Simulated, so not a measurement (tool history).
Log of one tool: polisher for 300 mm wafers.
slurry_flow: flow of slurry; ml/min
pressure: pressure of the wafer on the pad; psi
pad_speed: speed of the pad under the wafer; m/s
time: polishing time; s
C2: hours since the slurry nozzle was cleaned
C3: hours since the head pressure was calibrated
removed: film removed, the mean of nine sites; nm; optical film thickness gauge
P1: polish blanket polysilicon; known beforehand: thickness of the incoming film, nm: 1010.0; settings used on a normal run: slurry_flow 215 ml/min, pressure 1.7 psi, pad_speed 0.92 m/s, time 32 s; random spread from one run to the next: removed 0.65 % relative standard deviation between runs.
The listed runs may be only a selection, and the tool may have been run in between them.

{"run": 1, "day": 0.146, "slurry_flow": 215, "pressure": 1.7, "pad_speed": 0.92, "time": 32, "wafers polished on this pad": 277, "C2": 181.5, "C3": 167.9, "removed": 149.75}
{"run": 2, "day": 0.312, "slurry_flow": 215, "pressure": 1.7, "pad_speed": 0.92, "time": 32, "wafers polished on this pad": 335, "C2": 185.5, "C3": 171.9, "removed": 149.05}
{"run": 3, "day": 0.488, "slurry_flow": 130, "pressure": 1.7, "pad_speed": 0.92, "time": 32, "wafers polished on this pad": 395, "C2": 189.7, "C3": 176.1, "removed": 136.15}
{"run": 4, "day": 0.7, "slurry_flow": 215, "pressure": 1.7, "pad_speed": 0.92, "time": 32, "wafers polished on this pad": 468, "C2": 194.8, "C3": 181.2, "removed": 147.51}
{"run": 5, "day": 1.004, "slurry_flow": 215, "pressure": 1.7, "pad_speed": 0.46, "time": 32, "wafers polished on this pad": 573, "C2": 202.1, "C3": 188.5, "removed": 73.598}
{"run": 6, "day": 1.225, "slurry_flow": 130, "pressure": 1.7, "pad_speed": 0.54, "time": 32, "wafers polished on this pad": 649, "C2": 207.4, "C3": 193.8, "removed": 80.794}
{"run": 7, "day": 1.433, "slurry_flow": 215, "pressure": 0.8, "pad_speed": 0.92, "time": 32, "wafers polished on this pad": 721, "C2": 212.4, "C3": 198.8, "removed": 69.657}
{"run": 8, "day": 1.629, "slurry_flow": 300, "pressure": 1.7, "pad_speed": 0.92, "time": 32, "wafers polished on this pad": 788, "C2": 217.1, "C3": 203.5, "removed": 152.74}
{"day": 1.688, "done": "slurry nozzle cleaned"}
{"run": 9, "day": 1.8, "slurry_flow": 215, "pressure": 1.7, "pad_speed": 0.92, "time": 32, "wafers polished on this pad": 847, "C2": 2.7, "C3": 207.6, "removed": 146.7}
{"run": 10, "day": 2.046, "slurry_flow": 215, "pressure": 1.2, "pad_speed": 1.18, "time": 32, "wafers polished on this pad": 932, "C2": 8.6, "C3": 213.5, "removed": 132.66}
{"run": 11, "day": 2.325, "slurry_flow": 215, "pressure": 1.7, "pad_speed": 0.92, "time": 18, "wafers polished on this pad": 1028, "C2": 15.3, "C3": 220.2, "removed": 81.562}
{"run": 12, "day": 2.483, "slurry_flow": 215, "pressure": 2.5, "pad_speed": 0.92, "time": 32, "wafers polished on this pad": 1083, "C2": 19.1, "C3": 224, "removed": 216.7}
{"run": 13, "day": 2.688, "slurry_flow": 215, "pressure": 1.7, "pad_speed": 0.92, "time": 43, "wafers polished on this pad": 1153, "C2": 24, "C3": 228.9, "removed": 199.18}
{"run": 14, "day": 2.958, "slurry_flow": 215, "pressure": 1.7, "pad_speed": 1.36, "time": 32, "wafers polished on this pad": 1246, "C2": 30.5, "C3": 235.4, "removed": 218.64}
{"run": 15, "day": 3.142, "slurry_flow": 215, "pressure": 1.7, "pad_speed": 0.92, "time": 32, "wafers polished on this pad": 1309, "C2": 34.9, "C3": 239.8, "removed": 147.77}
{"run": 16, "day": 3.375, "slurry_flow": 215, "pressure": 1.7, "pad_speed": 0.92, "time": 32, "wafers polished on this pad": 1390, "C2": 40.5, "C3": 245.4, "removed": 145.2}

The next listed run, before its measurement:
{"run": 17, "day": 3.592, "slurry_flow": 215, "pressure": 1.7, "pad_speed": 0.92, "time": 32, "wafers polished on this pad": 1464, "C2": 45.7, "C3": 250.6, "removed": "?"}

Run 17 produced removed 143.99 nm.
